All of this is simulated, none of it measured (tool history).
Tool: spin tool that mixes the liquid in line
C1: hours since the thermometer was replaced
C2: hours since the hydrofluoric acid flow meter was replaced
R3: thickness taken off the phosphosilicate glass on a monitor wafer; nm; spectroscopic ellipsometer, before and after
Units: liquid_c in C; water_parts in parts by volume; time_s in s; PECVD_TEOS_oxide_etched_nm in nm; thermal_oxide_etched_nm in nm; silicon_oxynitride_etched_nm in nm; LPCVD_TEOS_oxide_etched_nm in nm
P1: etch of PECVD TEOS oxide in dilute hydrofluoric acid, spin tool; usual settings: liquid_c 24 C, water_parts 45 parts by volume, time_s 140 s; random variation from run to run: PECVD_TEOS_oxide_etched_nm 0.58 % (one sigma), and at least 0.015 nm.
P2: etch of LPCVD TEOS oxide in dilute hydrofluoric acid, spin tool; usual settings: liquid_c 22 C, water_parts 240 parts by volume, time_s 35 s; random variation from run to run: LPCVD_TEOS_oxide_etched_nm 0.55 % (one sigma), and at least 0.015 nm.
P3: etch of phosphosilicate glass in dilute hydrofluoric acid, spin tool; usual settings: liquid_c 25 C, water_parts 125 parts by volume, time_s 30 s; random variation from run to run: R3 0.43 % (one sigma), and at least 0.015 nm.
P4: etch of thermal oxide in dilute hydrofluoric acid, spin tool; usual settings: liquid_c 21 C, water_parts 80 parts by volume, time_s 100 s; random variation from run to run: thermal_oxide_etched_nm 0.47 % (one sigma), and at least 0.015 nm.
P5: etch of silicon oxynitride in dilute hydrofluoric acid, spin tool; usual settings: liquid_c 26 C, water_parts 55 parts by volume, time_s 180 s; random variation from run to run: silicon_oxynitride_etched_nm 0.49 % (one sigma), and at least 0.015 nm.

Run 1, hour 6.8: process P1, liquid_c 24 C, water_parts 45 parts by volume, time_s 140 s; C1 1456.8; C2 1111.1. Result: PECVD_TEOS_oxide_etched_nm 46.392 nm.
Run 2, hour 17: process P4, liquid_c 21 C, water_parts 80 parts by volume, time_s 100 s; C1 1467; C2 1121.3. Result: thermal_oxide_etched_nm 5.3711 nm.
Run 3, hour 27: process P4, liquid_c 21 C, water_parts 80 parts by volume, time_s 30 s; C1 1477; C2 1131.3. Result: thermal_oxide_etched_nm 1.5985 nm.
Run 4, hour 39.4: process P1, liquid_c 24 C, water_parts 45 parts by volume, time_s 75 s; C1 1489.4; C2 1143.7. Result: PECVD_TEOS_oxide_etched_nm 24.981 nm.
Run 5, hour 49: process P3, liquid_c 25 C, water_parts 125 parts by volume, time_s 30 s; C1 1499; C2 1153.3. Result: R3 49.424 nm.
Run 6, hour 56.1: process P1, liquid_c 24 C, water_parts 20 parts by volume, time_s 245 s; C1 1506.1; C2 1160.4. Result: PECVD_TEOS_oxide_etched_nm 189.04 nm.
Run 7, hour 66.1: process P3, liquid_c 29.5 C, water_parts 125 parts by volume, time_s 30 s; C1 1516.1; C2 1170.4. Result: R3 58.795 nm.
Run 8, hour 73.3: process P5, liquid_c 26 C, water_parts 55 parts by volume, time_s 180 s; C1 1523.3; C2 1177.6. Result: silicon_oxynitride_etched_nm 9.1194 nm.
Run 9, hour 82.6: process P1, liquid_c 31 C, water_parts 45 parts by volume, time_s 140 s; C1 1532.6; C2 1186.9. Result: PECVD_TEOS_oxide_etched_nm 62.535 nm.
Run 10, hour 92.2: process P2, liquid_c 17 C, water_parts 240 parts by volume, time_s 35 s; C1 1542.2; C2 1196.5. Result: LPCVD_TEOS_oxide_etched_nm 4.4704 nm.
Run 11, hour 98.3: process P1, liquid_c 24 C, water_parts 45 parts by volume, time_s 140 s; C1 1548.3; C2 1202.6. Result: PECVD_TEOS_oxide_etched_nm 46.832 nm.
Run 12, hour 107: process P4, liquid_c 21 C, water_parts 145 parts by volume, time_s 100 s; C1 1557; C2 1211.3. Result: thermal_oxide_etched_nm 2.7699 nm.
Run 13, hour 114.1: process P3, liquid_c 25 C, water_parts 125 parts by volume, time_s 55 s; C1 1564.1; C2 1218.4. Result: R3 90.587 nm.
Run 14, hour 123.8: process P1, liquid_c 24 C, water_parts 45 parts by volume, time_s 140 s; C1 1573.8; C2 1228.1. Result: PECVD_TEOS_oxide_etched_nm 46.42 nm.
Run 15, hour 132.8: process P1, liquid_c 24 C, water_parts 45 parts by volume, time_s 140 s; C1 1582.8; C2 1237.1. Result: PECVD_TEOS_oxide_etched_nm 47.12 nm.
Run 16, hour 142.9: process P4, liquid_c 21 C, water_parts 80 parts by volume, time_s 100 s; C1 1592.9; C2 1247.2. Result: thermal_oxide_etched_nm 5.3876 nm.
Run 17, hour 151.7: process P2, liquid_c 22 C, water_parts 420 parts by volume, time_s 35 s; C1 1601.7; C2 1256. Result: LPCVD_TEOS_oxide_etched_nm 2.6476 nm.
Run 18, hour 162: process P3, liquid_c 25 C, water_parts 125 parts by volume, time_s 30 s; C1 1612; C2 1266.3. Result: R3 49.721 nm.
Run 19, hour 168.1: process P1, liquid_c 24 C, water_parts 65 parts by volume, time_s 140 s; C1 1618.1; C2 1272.4. Result: PECVD_TEOS_oxide_etched_nm 31.095 nm.
Run 20, hour 173.9: process P1, liquid_c 24 C, water_parts 45 parts by volume, time_s 140 s; C1 1623.9; C2 1278.2. Result: PECVD_TEOS_oxide_etched_nm 46.511 nm.
Run 21, hour 185.2: process P1, liquid_c 19 C, water_parts 45 parts by volume, time_s 140 s; C1 1635.2; C2 1289.5. Result: PECVD_TEOS_oxide_etched_nm 37.627 nm.
Run 22, hour 191.7: process P5, liquid_c 26 C, water_parts 80 parts by volume, time_s 180 s; C1 1641.7; C2 1296. Result: silicon_oxynitride_etched_nm 6.2515 nm.
Run 23, hour 203: process P1, liquid_c 24 C, water_parts 45 parts by volume, time_s 140 s; C1 1653; C2 1307.3. Result: PECVD_TEOS_oxide_etched_nm 46.056 nm.
Run 24, hour 211.1: process P1, liquid_c 24 C, water_parts 45 parts by volume, time_s 210 s; C1 1661.1; C2 1315.4. Result: PECVD_TEOS_oxide_etched_nm 69.558 nm.
Run 25, hour 222.2: process P3, liquid_c 25 C, water_parts 55 parts by volume, time_s 30 s; C1 1672.2; C2 1326.5. Result: R3 123.05 nm.
Run 26, hour 231.8: process P5, liquid_c 26 C, water_parts 55 parts by volume, time_s 20 s; C1 1681.8; C2 1336.1. Result: silicon_oxynitride_etched_nm 1.0268 nm.
Run 27, hour 238: process P4, liquid_c 17 C, water_parts 80 parts by volume, time_s 100 s; C1 1688; C2 1342.3. Result: thermal_oxide_etched_nm 4.5 nm.
Run 28, hour 246.5: process P2, liquid_c 22 C, water_parts 240 parts by volume, time_s 65 s; C1 1696.5; C2 1350.8. Result: LPCVD_TEOS_oxide_etched_nm 10.064 nm.
Run 29, hour 258.1: process P1, liquid_c 24 C, water_parts 25 parts by volume, time_s 140 s; C1 1708.1; C2 1362.4. Result: PECVD_TEOS_oxide_etched_nm 86.078 nm.
Run 30, hour 268.9: process P2, liquid_c 22 C, water_parts 240 parts by volume, time_s 35 s; C1 1718.9; C2 1373.2. Result: LPCVD_TEOS_oxide_etched_nm 5.4644 nm.
Run 31, hour 277.4: process P5, liquid_c 33 C, water_parts 55 parts by volume, time_s 180 s; C1 1727.4; C2 1381.7. Result: silicon_oxynitride_etched_nm 12.801 nm.
Run 32, hour 286: process P1, liquid_c 24 C, water_parts 45 parts by volume, time_s 140 s; C1 1736; C2 1390.3. Result: PECVD_TEOS_oxide_etched_nm 46.474 nm.
Run 33, hour 296.4: process P1, liquid_c 24 C, water_parts 45 parts by volume, time_s 140 s; C1 1746.4; C2 1400.7. Result: PECVD_TEOS_oxide_etched_nm 47.302 nm.
Run 34, hour 303.4: process P1, liquid_c 24 C, water_parts 45 parts by volume, time_s 140 s; C1 1753.4; C2 1407.7. Result: PECVD_TEOS_oxide_etched_nm 48.567 nm.
Run 35, hour 310.3: process P1, liquid_c 24 C, water_parts 45 parts by volume, time_s 140 s; C1 1760.3; C2 1414.6. Result: PECVD_TEOS_oxide_etched_nm 49.108 nm.
Run 36, hour 320.8: process P1, liquid_c 24 C, water_parts 45 parts by volume, time_s 140 s; C1 1770.8; C2 1425.1. Result: PECVD_TEOS_oxide_etched_nm 48.747 nm.
Run 37, hour 328.3: process P1, liquid_c 24 C, water_parts 45 parts by volume, time_s 140 s; C1 1778.3; C2 1432.6. Result: PECVD_TEOS_oxide_etched_nm 49.376 nm.
Run 38, hour 336.3: process P1, liquid_c 24 C, water_parts 45 parts by volume, time_s 140 s; C1 1786.3; C2 1440.6. Result: PECVD_TEOS_oxide_etched_nm 49.827 nm.
Run 39, hour 344.5: process P1, liquid_c 24 C, water_parts 45 parts by volume, time_s 140 s; C1 1794.5; C2 1448.8. Result: PECVD_TEOS_oxide_etched_nm 49.802 nm.
Run 40, hour 353.2: process P1, liquid_c 24 C, water_parts 45 parts by volume, time_s 140 s; C1 1803.2; C2 1457.5. Result: PECVD_TEOS_oxide_etched_nm 49.869 nm.
Run 41, hour 366.2: process P1, liquid_c 24 C, water_parts 45 parts by volume, time_s 140 s; C1 1816.2; C2 1470.5. Result: PECVD_TEOS_oxide_etched_nm 49.43 nm.
Run 42, hour 379.3: process P1, liquid_c 24 C, water_parts 45 parts by volume, time_s 140 s; C1 1829.3; C2 1483.6. Result: PECVD_TEOS_oxide_etched_nm 50.3 nm.
Run 43, hour 388.8: process P1, liquid_c 24 C, water_parts 45 parts by volume, time_s 140 s; C1 1838.8; C2 1493.1. Result: PECVD_TEOS_oxide_etched_nm 50.031 nm.

What P1 gives has crept away from where it was. These 2 causes fit the log equally well, each at the size given:
A: liquid hotter than its thermometer reads (K) = 1.7
B: hydrofluoric acid flow above the setpoint (%) = 6.8
The creep began at about hour 286.

4 check runs are offered, each on 3 wafers whose results are averaged, their results left as question marks. Which one tells the causes apart?
Run check 1, hour 398.3: process P4, liquid_c 21 C, water_parts 140 parts by volume, time_s 55 s. Result: thermal_oxide_etched_nm ?.
Run check 2, hour 398.3: process P5, liquid_c 32.5 C, water_parts 55 parts by volume, time_s 80 s. Result: silicon_oxynitride_etched_nm ?.
Run check 3, hour 398.3: process P3, liquid_c 25 C, water_parts 70 parts by volume, time_s 40 s. Result: R3 ?.
Run check 4, hour 398.3: process P2, liquid_c 22 C, water_parts 395 parts by volume, time_s 35 s. Result: LPCVD_TEOS_oxide_etched_nm ?.

What each check would give under each cause:
  check                        result    if A    if B
check 1       thermal_oxide_etched_nm  1.6837  1.6982
check 2  silicon_oxynitride_etched_nm  5.9972  5.9548
check 3                            R3   135.2  135.74
check 4    LPCVD_TEOS_oxide_etched_nm  3.0433  3.1386
How far apart the two closest causes lie, in the result that separates them most: check 1 0.86 %; check 2 0.71 %; check 3 0.39 %; check 4 3.08 %
Only check 4 tells the causes apart: in the others they would give nearly the same result.

Check 4 was then run and gave: LPCVD_TEOS_oxide_etched_nm 3.1247 nm. Which cause is it?

It is B: hydrofluoric acid flow above the setpoint (%).
